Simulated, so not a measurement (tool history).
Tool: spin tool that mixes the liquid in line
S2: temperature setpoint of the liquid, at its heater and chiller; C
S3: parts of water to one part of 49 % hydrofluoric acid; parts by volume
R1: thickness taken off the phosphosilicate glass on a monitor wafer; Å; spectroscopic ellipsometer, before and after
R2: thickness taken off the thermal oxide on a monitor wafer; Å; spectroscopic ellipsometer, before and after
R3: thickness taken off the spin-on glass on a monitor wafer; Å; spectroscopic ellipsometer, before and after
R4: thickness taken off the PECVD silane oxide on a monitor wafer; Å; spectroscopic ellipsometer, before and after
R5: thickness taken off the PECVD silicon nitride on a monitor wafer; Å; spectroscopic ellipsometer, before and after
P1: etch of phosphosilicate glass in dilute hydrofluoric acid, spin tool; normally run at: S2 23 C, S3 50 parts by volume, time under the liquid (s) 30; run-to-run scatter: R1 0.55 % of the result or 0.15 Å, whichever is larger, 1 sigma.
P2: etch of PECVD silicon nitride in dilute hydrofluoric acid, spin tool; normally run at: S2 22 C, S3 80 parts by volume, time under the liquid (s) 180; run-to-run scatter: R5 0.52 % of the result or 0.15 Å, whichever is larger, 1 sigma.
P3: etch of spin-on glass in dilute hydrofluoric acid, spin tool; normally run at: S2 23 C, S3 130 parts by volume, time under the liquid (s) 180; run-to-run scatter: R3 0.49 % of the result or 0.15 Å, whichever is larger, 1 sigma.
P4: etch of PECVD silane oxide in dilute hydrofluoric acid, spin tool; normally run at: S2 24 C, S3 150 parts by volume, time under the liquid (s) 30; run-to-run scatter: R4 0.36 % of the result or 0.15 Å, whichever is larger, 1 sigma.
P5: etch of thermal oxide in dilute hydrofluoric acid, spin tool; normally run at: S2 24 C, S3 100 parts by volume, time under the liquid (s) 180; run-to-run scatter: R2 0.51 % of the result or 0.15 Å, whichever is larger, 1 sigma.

{"run": 1, "hour": 10.6, "process that ran": "P1", "S2": 23, "S3": 50, "time under the liquid (s)": 30, "R1": 599.48}
{"run": 2, "hour": 19.7, "process that ran": "P1", "S2": 27, "S3": 50, "time under the liquid (s)": 30, "R1": 701.1}
{"run": 3, "hour": 31.2, "process that ran": "P5", "S2": 24, "S3": 100, "time under the liquid (s)": 180, "R2": 80.48}
{"run": 4, "hour": 37.8, "process that ran": "P1", "S2": 23, "S3": 85, "time under the liquid (s)": 15, "R1": 168.27}
{"run": 5, "hour": 45.1, "process that ran": "P1", "S2": 17, "S3": 50, "time under the liquid (s)": 15, "R1": 229.75}
{"run": 6, "hour": 56.4, "process that ran": "P3", "S2": 23, "S3": 130, "time under the liquid (s)": 15, "R3": 21.73}
{"run": 7, "hour": 62.7, "process that ran": "P4", "S2": 24, "S3": 150, "time under the liquid (s)": 15, "R4": 49.362}
{"run": 8, "hour": 74.1, "process that ran": "P1", "S2": 23, "S3": 50, "time under the liquid (s)": 30, "R1": 596.99}
{"run": 9, "hour": 83.6, "process that ran": "P5", "S2": 24, "S3": 100, "time under the liquid (s)": 75, "R2": 33.517}
{"run": 10, "hour": 94.7, "process that ran": "P1", "S2": 23, "S3": 50, "time under the liquid (s)": 30, "R1": 598.6}
{"run": 11, "hour": 101.6, "process that ran": "P2", "S2": 26.5, "S3": 80, "time under the liquid (s)": 180, "R5": 149.53}
{"run": 12, "hour": 113.5, "process that ran": "P1", "S2": 23, "S3": 50, "time under the liquid (s)": 50, "R1": 999.39}
{"run": 13, "hour": 126.2, "process that ran": "P4", "S2": 17, "S3": 150, "time under the liquid (s)": 30, "R4": 73.786}
{"run": 14, "hour": 139.6, "process that ran": "P5", "S2": 32.5, "S3": 100, "time under the liquid (s)": 180, "R2": 112.05}
{"run": 15, "hour": 152.5, "process that ran": "P2", "S2": 22, "S3": 80, "time under the liquid (s)": 180, "R5": 112.04}
{"run": 16, "hour": 162.0, "process that ran": "P2", "S2": 22, "S3": 80, "time under the liquid (s)": 15, "R5": 9.2503}
{"run": 17, "hour": 169.6, "process that ran": "P3", "S2": 23, "S3": 75, "time under the liquid (s)": 180, "R3": 483.01}
{"run": 18, "hour": 182.5, "process that ran": "P4", "S2": 24, "S3": 150, "time under the liquid (s)": 30, "R4": 98.23}
{"run": 19, "hour": 191.4, "process that ran": "P3", "S2": 17, "S3": 130, "time under the liquid (s)": 180, "R3": 201.25}
{"run": 20, "hour": 201.9, "process that ran": "P4", "S2": 24, "S3": 40, "time under the liquid (s)": 30, "R4": 419.37}
{"run": 21, "hour": 211.3, "process that ran": "P1", "S2": 23, "S3": 50, "time under the liquid (s)": 30, "R1": 598.42}
{"run": 22, "hour": 217.7, "process that ran": "P3", "S2": 23, "S3": 130, "time under the liquid (s)": 180, "R3": 261.07}
{"run": 23, "hour": 226.8, "process that ran": "P1", "S2": 23, "S3": 80, "time under the liquid (s)": 30, "R1": 364.92}
{"run": 24, "hour": 240.4, "process that ran": "P5", "S2": 24, "S3": 60, "time under the liquid (s)": 180, "R2": 142.83}
{"run": 25, "hour": 246.5, "process that ran": "P2", "S2": 22, "S3": 115, "time under the liquid (s)": 180, "R5": 77.512}
{"run": 26, "hour": 252.6, "process that ran": "P1", "S2": 17, "S3": 50, "time under the liquid (s)": 30, "R1": 464}
{"run": 27, "hour": 265.0, "process that ran": "P1", "S2": 23, "S3": 30, "time under the liquid (s)": 30, "R1": 1022.3}
{"run": 28, "hour": 272.2, "process that ran": "P1", "S2": 23, "S3": 50, "time under the liquid (s)": 15, "R1": 296.61}
{"run": 29, "hour": 283.0, "process that ran": "P1", "S2": 23, "S3": 50, "time under the liquid (s)": 30, "R1": 596.64}
{"run": 30, "hour": 290.4, "process that ran": "P1", "S2": 23, "S3": 50, "time under the liquid (s)": 30, "R1": 605.48}
{"run": 31, "hour": 300.6, "process that ran": "P5", "S2": 24, "S3": 100, "time under the liquid (s)": 180, "R2": 81.297}
{"run": 32, "hour": 311.4, "process that ran": "P1", "S2": 23, "S3": 50, "time under the liquid (s)": 30, "R1": 602.75}

Forecast run 33:
{"run": 33, "hour": 323.3, "process that ran": "P1", "S2": 23, "S3": 50, "time under the liquid (s)": 30, "R1": "?"}

{"run 33": {"R1": 576.14}}
